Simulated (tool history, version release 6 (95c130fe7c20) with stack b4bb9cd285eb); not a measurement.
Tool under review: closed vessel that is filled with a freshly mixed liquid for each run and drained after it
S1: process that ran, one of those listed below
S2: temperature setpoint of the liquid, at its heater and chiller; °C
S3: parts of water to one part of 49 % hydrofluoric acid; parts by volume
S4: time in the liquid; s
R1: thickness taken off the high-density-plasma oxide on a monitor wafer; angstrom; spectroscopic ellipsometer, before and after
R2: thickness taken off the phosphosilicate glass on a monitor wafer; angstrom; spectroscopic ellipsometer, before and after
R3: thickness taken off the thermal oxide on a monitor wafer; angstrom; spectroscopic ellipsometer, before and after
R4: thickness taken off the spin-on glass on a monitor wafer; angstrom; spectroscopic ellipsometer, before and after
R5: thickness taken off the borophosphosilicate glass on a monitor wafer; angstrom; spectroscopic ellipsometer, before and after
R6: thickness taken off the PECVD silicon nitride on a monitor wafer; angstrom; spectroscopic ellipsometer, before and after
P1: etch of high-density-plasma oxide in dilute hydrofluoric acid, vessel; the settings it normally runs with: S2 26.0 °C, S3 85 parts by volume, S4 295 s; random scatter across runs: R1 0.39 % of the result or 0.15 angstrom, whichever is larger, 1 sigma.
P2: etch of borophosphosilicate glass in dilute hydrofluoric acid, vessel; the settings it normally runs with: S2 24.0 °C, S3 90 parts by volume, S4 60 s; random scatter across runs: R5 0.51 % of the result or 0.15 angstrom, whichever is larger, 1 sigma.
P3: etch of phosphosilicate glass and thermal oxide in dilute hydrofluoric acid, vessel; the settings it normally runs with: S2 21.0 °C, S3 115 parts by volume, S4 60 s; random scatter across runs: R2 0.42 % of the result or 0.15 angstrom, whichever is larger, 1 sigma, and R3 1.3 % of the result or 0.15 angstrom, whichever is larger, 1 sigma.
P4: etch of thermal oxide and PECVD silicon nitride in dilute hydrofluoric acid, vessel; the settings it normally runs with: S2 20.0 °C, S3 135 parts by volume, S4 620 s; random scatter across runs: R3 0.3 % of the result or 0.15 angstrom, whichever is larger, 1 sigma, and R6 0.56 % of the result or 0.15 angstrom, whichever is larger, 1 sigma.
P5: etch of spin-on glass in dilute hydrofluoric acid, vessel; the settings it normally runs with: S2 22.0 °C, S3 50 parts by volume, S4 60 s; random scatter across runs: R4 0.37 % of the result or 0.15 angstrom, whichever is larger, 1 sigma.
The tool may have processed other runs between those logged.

run 1 hour=15.0 | S1=P1 S2=26.0 S3=85 S4=295 | R1=246.980
run 2 hour=30.7 | S1=P3 S2=21.0 S3=115 S4=60 | R2=587.03 R3=21.793
run 3 hour=41.5 | S1=P1 S2=26.0 S3=85 S4=295 | R1=248.570
run 4 hour=54.4 | S1=P3 S2=21.0 S3=190 S4=60 | R2=328.45 R3=12.633
run 5 hour=67.5 | S1=P5 S2=29.0 S3=50 S4=60 | R4=1100.40
run 6 hour=83.2 | S1=P1 S2=26.0 S3=85 S4=295 | R1=247.500
run 7 hour=90.9 | S1=P3 S2=21.0 S3=115 S4=60 | R2=582.80 R3=21.843
run 8 hour=99.3 | S1=P1 S2=26.0 S3=120 S4=295 | R1=166.880
-- hour=106.8 hydrofluoric acid flow meter replaced
run 9 hour=109.7 | S1=P1 S2=20.5 S3=85 S4=295 | R1=197.510
run 10 hour=125.3 | S1=P1 S2=26.0 S3=85 S4=295 | R1=247.950
run 11 hour=135.3 | S1=P2 S2=24.0 S3=90 S4=30 | R5=194.89
run 12 hour=145.8 | S1=P1 S2=31.5 S3=85 S4=180 | R1=188.670
run 13 hour=159.6 | S1=P5 S2=22.0 S3=50 S4=60 | R4=819.49
run 14 hour=170.1 | S1=P1 S2=26.0 S3=85 S4=295 | R1=247.950
run 15 hour=181.0 | S1=P2 S2=24.0 S3=125 S4=60 | R5=267.90
run 16 hour=196.3 | S1=P2 S2=24.0 S3=90 S4=60 | R5=388.47
run 17 hour=208.7 | S1=P4 S2=20.0 S3=135 S4=620 | R3=183.070 R6=188.06
run 18 hour=221.2 | S1=P4 S2=20.0 S3=135 S4=985 | R3=289.090 R6=297.50
run 19 hour=230.0 | S1=P5 S2=22.0 S3=90 S4=60 | R4=435.46
run 20 hour=238.5 | S1=P1 S2=26.0 S3=85 S4=430 | R1=361.140
run 21 hour=248.6 | S1=P1 S2=26.0 S3=85 S4=65 | R1=54.113
run 22 hour=258.0 | S1=P1 S2=26.0 S3=85 S4=295 | R1=247.300
run 23 hour=273.3 | S1=P4 S2=20.0 S3=230 S4=620 | R3=96.989 R6=110.98
run 24 hour=284.4 | S1=P3 S2=21.0 S3=115 S4=30 | R2=292.93 R3=11.025
run 25 hour=294.4 | S1=P3 S2=17.0 S3=115 S4=60 | R2=491.68 R3=18.218
run 26 hour=304.4 | S1=P1 S2=26.0 S3=35 S4=295 | R1=639.650
run 27 hour=314.0 | S1=P1 S2=31.5 S3=85 S4=295 | R1=308.810
run 28 hour=321.1 | S1=P2 S2=28.5 S3=90 S4=60 | R5=461.16
run 29 hour=331.5 | S1=P4 S2=26.5 S3=135 S4=620 | R3=232.960 R6=286.71
run 30 hour=338.4 | S1=P5 S2=22.0 S3=50 S4=30 | R4=413.33
run 31 hour=348.7 | S1=P4 S2=20.0 S3=135 S4=620 | R3=181.300 R6=187.84

Predict the results of run 32:
run 32 hour=359.4 | S1=P1 S2=26.0 S3=85 S4=295 | R1=?

R1: 247.520 angstrom
